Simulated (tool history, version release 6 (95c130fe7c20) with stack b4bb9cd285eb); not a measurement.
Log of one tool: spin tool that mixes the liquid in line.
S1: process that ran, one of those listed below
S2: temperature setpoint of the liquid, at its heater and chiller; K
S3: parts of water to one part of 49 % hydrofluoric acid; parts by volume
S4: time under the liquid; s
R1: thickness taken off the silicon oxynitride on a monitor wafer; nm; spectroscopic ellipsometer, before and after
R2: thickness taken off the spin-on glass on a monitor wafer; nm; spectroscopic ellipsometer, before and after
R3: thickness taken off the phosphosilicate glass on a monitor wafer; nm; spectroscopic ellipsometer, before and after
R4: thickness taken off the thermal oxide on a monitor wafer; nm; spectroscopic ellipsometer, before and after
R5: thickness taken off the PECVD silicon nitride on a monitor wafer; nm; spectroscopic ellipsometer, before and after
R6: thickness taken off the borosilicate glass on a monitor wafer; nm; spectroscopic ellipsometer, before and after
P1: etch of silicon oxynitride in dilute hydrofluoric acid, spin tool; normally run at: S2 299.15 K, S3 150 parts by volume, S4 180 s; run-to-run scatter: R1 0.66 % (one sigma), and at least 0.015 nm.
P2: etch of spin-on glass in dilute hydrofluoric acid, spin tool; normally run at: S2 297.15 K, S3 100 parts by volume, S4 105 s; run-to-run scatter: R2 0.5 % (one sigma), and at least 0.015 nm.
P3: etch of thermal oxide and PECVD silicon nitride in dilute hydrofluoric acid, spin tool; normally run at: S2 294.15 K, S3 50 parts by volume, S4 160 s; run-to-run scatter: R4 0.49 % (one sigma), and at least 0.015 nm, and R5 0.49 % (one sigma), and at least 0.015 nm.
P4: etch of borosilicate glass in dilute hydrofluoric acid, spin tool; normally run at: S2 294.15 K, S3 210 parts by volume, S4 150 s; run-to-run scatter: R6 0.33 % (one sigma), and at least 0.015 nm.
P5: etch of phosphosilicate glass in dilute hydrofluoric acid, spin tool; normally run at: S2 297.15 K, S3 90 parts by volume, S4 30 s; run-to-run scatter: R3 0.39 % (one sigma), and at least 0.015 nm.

{"run": 1, "hour": 2.1, "S1": "P1", "S2": 299.15, "S3": 150, "S4": 180, "R1": 3.8342}
{"run": 2, "hour": 6.1, "S1": "P1", "S2": 299.15, "S3": 220, "S4": 180, "R1": 2.4681}
{"run": 3, "hour": 10.4, "S1": "P2", "S2": 297.15, "S3": 100, "S4": 105, "R2": 38.584}
{"run": 4, "hour": 12.9, "S1": "P5", "S2": 297.15, "S3": 90, "S4": 30, "R3": 25.401}
{"run": 5, "hour": 16.0, "S1": "P3", "S2": 294.15, "S3": 50, "S4": 270, "R4": 24.395, "R5": 10.067}
{"run": 6, "hour": 19.6, "S1": "P3", "S2": 294.15, "S3": 50, "S4": 160, "R4": 14.429, "R5": 5.9798}
{"run": 7, "hour": 22.6, "S1": "P4", "S2": 294.15, "S3": 210, "S4": 15, "R6": 1.6863}
{"run": 8, "hour": 25.4, "S1": "P2", "S2": 292.15, "S3": 100, "S4": 105, "R2": 31.499}
{"run": 9, "hour": 28.5, "S1": "P1", "S2": 299.15, "S3": 90, "S4": 180, "R1": 6.7799}
{"run": 10, "hour": 31.0, "S1": "P1", "S2": 307.15, "S3": 150, "S4": 180, "R1": 5.421}
{"run": 11, "hour": 34.7, "S1": "P2", "S2": 297.15, "S3": 145, "S4": 105, "R2": 25.283}
{"run": 12, "hour": 36.7, "S1": "P1", "S2": 299.15, "S3": 150, "S4": 350, "R1": 7.3655}
{"run": 13, "hour": 39.5, "S1": "P5", "S2": 297.15, "S3": 35, "S4": 30, "R3": 70.316}
{"run": 14, "hour": 43.7, "S1": "P4", "S2": 294.15, "S3": 105, "S4": 150, "R6": 38.096}
{"run": 15, "hour": 46.2, "S1": "P3", "S2": 294.15, "S3": 50, "S4": 160, "R4": 14.492, "R5": 5.9896}
{"run": 16, "hour": 48.8, "S1": "P1", "S2": 294.15, "S3": 40, "S4": 180, "R1": 12.402}
{"run": 17, "hour": 51.5, "S1": "P5", "S2": 290.15, "S3": 90, "S4": 30, "R3": 19.116}
{"run": 18, "hour": 54.4, "S1": "P1", "S2": 299.15, "S3": 150, "S4": 180, "R1": 3.8912}
{"run": 19, "hour": 57.9, "S1": "P5", "S2": 297.15, "S3": 90, "S4": 30, "R3": 25.53}
{"run": 20, "hour": 60.9, "S1": "P1", "S2": 299.15, "S3": 150, "S4": 180, "R1": 3.8519}
{"run": 21, "hour": 63.2, "S1": "P1", "S2": 291.15, "S3": 150, "S4": 180, "R1": 2.6259}
{"run": 22, "hour": 67.7, "S1": "P1", "S2": 299.15, "S3": 150, "S4": 180, "R1": 3.8781}
{"run": 23, "hour": 71.3, "S1": "P3", "S2": 302.15, "S3": 50, "S4": 160, "R4": 20.093, "R5": 10.181}
{"run": 24, "hour": 74.3, "S1": "P4", "S2": 294.15, "S3": 210, "S4": 150, "R6": 17.002}
{"run": 25, "hour": 78.3, "S1": "P4", "S2": 301.15, "S3": 210, "S4": 150, "R6": 21.946}
{"run": 26, "hour": 82.4, "S1": "P2", "S2": 297.15, "S3": 100, "S4": 105, "R2": 38.667}
{"run": 27, "hour": 85.7, "S1": "P3", "S2": 294.15, "S3": 20, "S4": 160, "R4": 37.506, "R5": 14.455}
{"run": 28, "hour": 89.9, "S1": "P1", "S2": 299.15, "S3": 150, "S4": 180, "R1": 3.7862}
{"run": 29, "hour": 92.2, "S1": "P5", "S2": 297.15, "S3": 90, "S4": 15, "R3": 12.728}
{"run": 30, "hour": 95.5, "S1": "P1", "S2": 291.15, "S3": 215, "S4": 180, "R1": 1.7749}
{"run": 31, "hour": 98.9, "S1": "P1", "S2": 299.15, "S3": 150, "S4": 15, "R1": 0.32233}
{"run": 32, "hour": 102.2, "S1": "P4", "S2": 294.15, "S3": 210, "S4": 150, "R6": 17.003}
{"run": 33, "hour": 104.7, "S1": "P1", "S2": 299.15, "S3": 50, "S4": 350, "R1": 24.456}
{"run": 34, "hour": 107.1, "S1": "P1", "S2": 299.15, "S3": 150, "S4": 180, "R1": 3.8834}
{"run": 35, "hour": 110.1, "S1": "P2", "S2": 297.15, "S3": 100, "S4": 190, "R2": 69.925}
{"run": 36, "hour": 112.9, "S1": "P1", "S2": 299.15, "S3": 150, "S4": 180, "R1": 3.8832}
{"run": 37, "hour": 115.1, "S1": "P1", "S2": 299.15, "S3": 150, "S4": 180, "R1": 3.8596}

Run 38 comes next. What will it give?
{"run": 38, "hour": 118.0, "S1": "P1", "S2": 299.15, "S3": 150, "S4": 180, "R1": "?"}

Run 38 gave R1 3.92190 nm.
